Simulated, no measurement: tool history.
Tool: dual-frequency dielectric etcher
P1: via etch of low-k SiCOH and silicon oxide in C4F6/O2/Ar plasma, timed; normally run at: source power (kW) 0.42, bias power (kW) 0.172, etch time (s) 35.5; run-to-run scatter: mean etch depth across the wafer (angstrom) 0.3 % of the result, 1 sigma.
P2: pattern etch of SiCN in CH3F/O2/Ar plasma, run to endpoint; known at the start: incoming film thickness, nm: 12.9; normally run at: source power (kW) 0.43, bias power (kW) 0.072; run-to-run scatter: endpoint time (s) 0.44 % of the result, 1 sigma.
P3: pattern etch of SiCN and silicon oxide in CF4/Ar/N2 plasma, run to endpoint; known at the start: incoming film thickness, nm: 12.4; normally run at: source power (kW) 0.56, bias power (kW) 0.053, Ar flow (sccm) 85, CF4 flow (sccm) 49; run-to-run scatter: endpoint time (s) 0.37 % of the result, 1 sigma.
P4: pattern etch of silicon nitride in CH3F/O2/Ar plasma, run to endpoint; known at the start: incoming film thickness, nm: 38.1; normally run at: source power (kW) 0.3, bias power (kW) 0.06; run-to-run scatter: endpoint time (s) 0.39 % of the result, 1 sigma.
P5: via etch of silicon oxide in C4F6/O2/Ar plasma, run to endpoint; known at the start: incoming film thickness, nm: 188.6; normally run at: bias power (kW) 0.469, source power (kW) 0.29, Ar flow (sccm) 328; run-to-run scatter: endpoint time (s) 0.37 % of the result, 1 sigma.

run,day,process that ran,source power (kW),bias power (kW),etch time (s),Ar flow (sccm),CF4 flow (sccm),hours since the last wet clean,hours since the last source power generator calibration,hours since the last bias power generator calibration,mean etch depth across the wafer (angstrom),endpoint time (s)
1,0.467,P1,0.42,0.172,35.5,,,153.2,456.2,1922.8,802.14,
2,0.875,P3,0.56,0.053,,85,62,163,466,1932.6,,13.16
3,1.188,P5,0.29,0.469,,328,,170.5,473.5,1940.1,,48.087
4,1.521,P1,0.42,0.208,35.5,,,178.5,481.5,1948.1,853.27,
5,2.079,P1,0.42,0.172,35.5,,,191.9,494.9,1961.5,803.86,
6,2.604,P1,0.42,0.172,22.5,,,204.5,507.5,1974.1,509.87,
7,3.3,P1,0.57,0.172,35.5,,,221.2,524.2,1990.8,909.94,
8,3.838,P2,0.43,0.099,,,,234.1,537.1,2003.7,,29.366
9,4.367,P1,0.53,0.217,35.5,,,246.8,549.8,2016.4,947.67,
10,5.033,P4,0.3,0.06,,,,262.8,565.8,2032.4,,65.706
11,5.467,P1,0.32,0.172,35.5,,,273.2,576.2,2042.8,721.11,
12,5.908,P3,0.56,0.053,,58,49,283.8,586.8,2053.4,,12.76
13,6.375,P1,0.54,0.131,35.5,,,295,598,2064.6,820.2,
14,6.754,P5,0.24,0.469,,328,,304.1,607.1,2073.7,,51.638
15,7.396,P4,0.18,0.06,,,,319.5,622.5,2089.1,,78.981
16,7.708,P4,0.3,0.082,,,,327,630,2096.6,,58.686
17,8.062,P2,0.59,0.072,,,,335.5,638.5,2105.1,,29.258
18,8.6,P1,0.42,0.172,35.5,,,348.4,651.4,2118,805.84,
19,9.154,P3,0.4,0.053,,85,49,361.7,664.7,2131.3,,18.545
20,9.538,P2,0.43,0.072,,,,370.9,673.9,2140.5,,32.923
# day 9.612: wet clean of the chamber
21,10.092,P3,0.56,0.032,,85,49,11.6,687.2,2153.8,,15.895
22,10.7,P1,0.42,0.119,35.5,,,26.2,701.8,2168.4,724.62,
23,11.208,P1,0.53,0.172,24,,,38.4,714,2180.6,594.23,
24,11.825,P1,0.42,0.172,35.5,,,53.2,728.8,2195.4,808.59,
25,12.446,P2,0.43,0.072,,,,68.1,743.7,2210.3,,33.004
26,13.142,P4,0.3,0.06,,,,84.8,760.4,2227,,65.235
27,13.542,P5,0.29,0.469,,447,,94.4,770,2236.6,,50.38
28,13.9,P1,0.42,0.172,47.5,,,103,778.6,2245.2,1080.7,
29,14.417,P3,0.56,0.053,,85,49,115.4,791,2257.6,,13.62
30,14.733,P5,0.29,0.607,,328,,123,798.6,2265.2,,43.969
31,15.238,P5,0.29,0.469,,328,,135.1,810.7,2277.3,,48.298
32,15.712,P1,0.42,0.172,35.5,,,146.5,822.1,2288.7,801.14,
33,16.35,P1,0.42,0.172,35.5,,,161.8,837.4,2304,812.45,
34,16.983,P1,0.42,0.172,35.5,,,177,852.6,2319.2,813.89,
35,17.546,P1,0.42,0.172,35.5,,,190.5,866.1,2332.7,817.26,
36,18.104,P1,0.42,0.172,35.5,,,203.9,879.5,2346.1,814.4,
37,18.692,P1,0.42,0.172,35.5,,,218,893.6,2360.2,818.47,
# day 18.738: wet clean of the chamber
38,19.338,P1,0.42,0.172,35.5,,,14.4,909.1,2375.7,818.01,
39,19.783,P1,0.42,0.172,35.5,,,25.1,919.8,2386.4,815.96,

What P1 gives has crept away from where it was. These 2 causes fit the log equally well, each at the size given:
A: source power that arrives over what is set, % = 3.97
B: bias power that arrives over what is set, % = 4.99
The creep began at about day 15.712.
Why every other cause is out:
chamber walls in a state that raises the etch rate, %: serviced at day 18.738, which brought nothing back

4 check runs are offered, each on 2 wafers whose results are averaged, their results left as question marks. Which one tells the causes apart?
check 1,20.229,P5,0.29,0.583,,447,,,,,,?
check 2,20.229,P2,0.59,0.098,,,,,,,,?
check 3,20.229,P3,0.56,0.037,,60,49,,,,,?
check 4,20.229,P4,0.19,0.078,,,,,,,,?

What each check would give under each cause:
check,result,if A,if B
check 1,endpoint time (s),45.403,45.189
check 2,endpoint time (s),25.754,25.666
check 3,endpoint time (s),13.803,14.11
check 4,endpoint time (s),69.636,69.393
How far apart the two closest causes lie, in the result that separates them most: check 1 0.47 %; check 2 0.34 %; check 3 2.2 %; check 4 0.35 %
Only check 3 tells the causes apart: in the others they would give nearly the same result.

Then check 3 was run and gave: endpoint time (s) 13.802. Which cause is it?

It is A: source power that arrives over what is set, %.
